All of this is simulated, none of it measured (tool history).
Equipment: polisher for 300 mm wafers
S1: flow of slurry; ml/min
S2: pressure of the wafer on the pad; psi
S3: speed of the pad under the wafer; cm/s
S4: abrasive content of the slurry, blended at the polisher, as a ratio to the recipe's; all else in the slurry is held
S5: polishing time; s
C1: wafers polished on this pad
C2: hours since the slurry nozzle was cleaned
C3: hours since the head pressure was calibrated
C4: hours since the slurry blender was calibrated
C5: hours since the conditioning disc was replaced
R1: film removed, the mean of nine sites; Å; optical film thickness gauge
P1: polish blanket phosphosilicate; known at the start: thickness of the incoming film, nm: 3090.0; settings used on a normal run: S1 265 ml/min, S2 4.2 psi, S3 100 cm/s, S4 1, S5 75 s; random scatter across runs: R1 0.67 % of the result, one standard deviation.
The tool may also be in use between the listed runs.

run,hour,S1,S2,S3,S4,S5,C1,C2,C3,C4,C5,R1
1,8.7,265,4.2,100,1,75,577,609.5,346.2,125.2,353.3,9048.2
2,22.6,265,4.2,100,0.55,75,706,623.4,360.1,139.1,367.2,6713.1
3,38.5,265,4.2,100,1,105,854,639.3,376,155,383.1,12675
4,55,265,4.2,100,1,75,1007,655.8,392.5,171.5,399.6,9283.8
5,72.2,395,1.9,100,1,75,1167,673,409.7,188.7,416.8,4316.4
6,89.2,265,2,100,1,75,1325,690,426.7,205.7,433.8,4409.9
7,104.8,265,4.2,100,1.25,75,1469,705.6,442.3,221.3,449.4,10046
8,122.9,265,4.2,100,1,75,1637,723.7,460.4,239.4,467.5,9248.8
9,132.7,265,4.2,56,1,75,1728,733.5,470.2,249.2,477.3,5782.5
10,143.4,265,6.6,100,1,75,1828,744.2,480.9,259.9,488,14393
# hour 146.5: slurry blender recalibrated
11,159.5,265,4.2,144,1,75,1977,760.3,497,13,504.1,12281
12,174.8,265,4.2,100,1,75,2119,775.6,512.3,28.3,519.4,9238.5
13,186.3,265,4.2,100,1,37,2226,787.1,523.8,39.8,530.9,4523.2
14,200.1,160,4.2,100,1,75,2354,800.9,537.6,53.6,544.7,8567.7
15,210.5,395,4.2,100,1,75,2450,811.3,548,64,555.1,9482.4
16,223.5,265,4.2,100,1,75,2571,824.3,561,77,568.1,9172.2
17,232.6,265,4.2,100,1,75,2656,833.4,570.1,86.1,577.2,9053.9
18,244.4,265,4.2,100,1,75,2765,845.2,581.9,97.9,589,8849.5
19,260.4,265,4.2,100,1,75,2914,861.2,597.9,113.9,605,8448
# hour 266.3: slurry nozzle cleaned
# hour 268.4: conditioning disc replaced and pad reconditioned
# hour 268.7: worn pad replaced by a new one
20,272,265,4.2,100,1,75,30,5.7,609.5,125.5,3.7,8401.6
21,280.5,265,4.2,100,1,75,109,14.2,618,134,12.2,8437
22,298.2,265,4.2,100,1,75,274,31.9,635.7,151.7,29.9,8244.4
23,315.3,265,4.2,100,1,75,432,49,652.8,168.8,47,8230.1

The log shows P1 creeping away from where it was. Any of the 2 causes listed here, at the size stated for it, fits the log just as well as the others:
A: abrasive missing from the slurry, % = 19.3
B: head's pressure below its setpoint, % = 9.8
The process output started creeping at around hour 232.6.
The rest of the possible causes, and what rules out each one:
removal rate lost through wear of the pad, %: maintenance at hour 268.7, after the shift began, did not return the process to its former output
slurry flow missing at the pad, %: maintenance at hour 266.3, after the shift began, did not return the process to its former output
time polished since the conditioner stopped cutting, s: maintenance at hour 268.4, after the shift began, did not return the process to its former output

Of the 4 check runs below, each run on 5 wafers with the results averaged and each result still a question mark, which one would tell the listed causes apart?
check 1,332.4,265,4.2,58,1,100,,,,,,?
check 2,332.4,330,4.2,100,0.65,75,,,,,,?
check 3,332.4,265,4.2,72,1,75,,,,,,?
check 4,332.4,160,2,100,1,75,,,,,,?

How each check would come out, cause by cause:
check,result,if A,if B
check 1,R1,7133.5,7133.9
check 2,R1,6626.6,6780.2
check 3,R1,6360.5,6360.8
check 4,R1,3690,3690.2
How far apart the two closest causes lie, in the result that separates them most: check 1 0.01 %; check 2 2.29 %; check 3 0.01 %; check 4 0.01 %
The causes can be told apart only by check 2. The other checks would give nearly the same results under each of them.

Check 2 was then run and gave: R1 6634.7 Å. Which cause is it?

The cause is A: abrasive missing from the slurry, %.

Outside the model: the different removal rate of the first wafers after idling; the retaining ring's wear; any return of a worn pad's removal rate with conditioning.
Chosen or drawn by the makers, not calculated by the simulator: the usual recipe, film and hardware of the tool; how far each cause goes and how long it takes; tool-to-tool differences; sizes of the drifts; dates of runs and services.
